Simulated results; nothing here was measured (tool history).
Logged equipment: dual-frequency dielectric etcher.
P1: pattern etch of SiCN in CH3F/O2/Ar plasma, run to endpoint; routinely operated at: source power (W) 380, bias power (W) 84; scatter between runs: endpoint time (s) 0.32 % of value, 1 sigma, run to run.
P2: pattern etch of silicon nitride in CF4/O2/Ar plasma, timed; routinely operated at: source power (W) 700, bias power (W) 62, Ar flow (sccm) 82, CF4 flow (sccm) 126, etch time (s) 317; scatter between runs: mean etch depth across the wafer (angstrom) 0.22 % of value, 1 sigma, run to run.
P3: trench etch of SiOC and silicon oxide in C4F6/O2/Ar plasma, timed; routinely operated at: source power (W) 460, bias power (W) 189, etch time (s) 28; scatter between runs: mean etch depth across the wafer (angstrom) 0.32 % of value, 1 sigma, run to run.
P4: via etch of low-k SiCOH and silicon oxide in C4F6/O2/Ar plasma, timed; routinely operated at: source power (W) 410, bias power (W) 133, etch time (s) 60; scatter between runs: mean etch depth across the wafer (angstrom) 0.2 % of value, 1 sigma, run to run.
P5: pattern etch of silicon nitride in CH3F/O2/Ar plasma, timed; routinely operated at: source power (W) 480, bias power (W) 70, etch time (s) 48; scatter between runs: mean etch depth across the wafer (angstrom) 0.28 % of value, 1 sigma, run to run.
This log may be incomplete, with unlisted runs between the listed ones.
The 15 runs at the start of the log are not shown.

run	hour	process that ran	source power (W)	bias power (W)	etch time (s)	Ar flow (sccm)	CF4 flow (sccm)	hours since the last wet clean	hours since the last source power generator calibration	hours since the last bias power generator calibration	endpoint time (s)	mean etch depth across the wafer (angstrom)
16	146.8	P1	380	84				575.9	1271.1	540.2	16.46	
17	152.7	P4	410	133	60			581.8	1277	546.1		1488.1
18	160.8	P4	410	167	60			589.9	1285.1	554.2		1591.5
19	169.2	P3	460	189	28			598.3	1293.5	562.6		597.64
20	180.3	P1	490	112				609.4	1304.6	573.7	13.439	
21	188.1	P1	380	84				617.2	1312.4	581.5	16.467	
22	201.2	P4	410	133	60			630.3	1325.5	594.6		1486.9
23	212.6	P3	460	126	28			641.7	1336.9	606		526.3

What will run 24 give?
24	223.7	P5	480	42	48			652.8	1348	617.1		?

{"run 24": {"mean etch depth across the wafer (angstrom)": 297.32}}
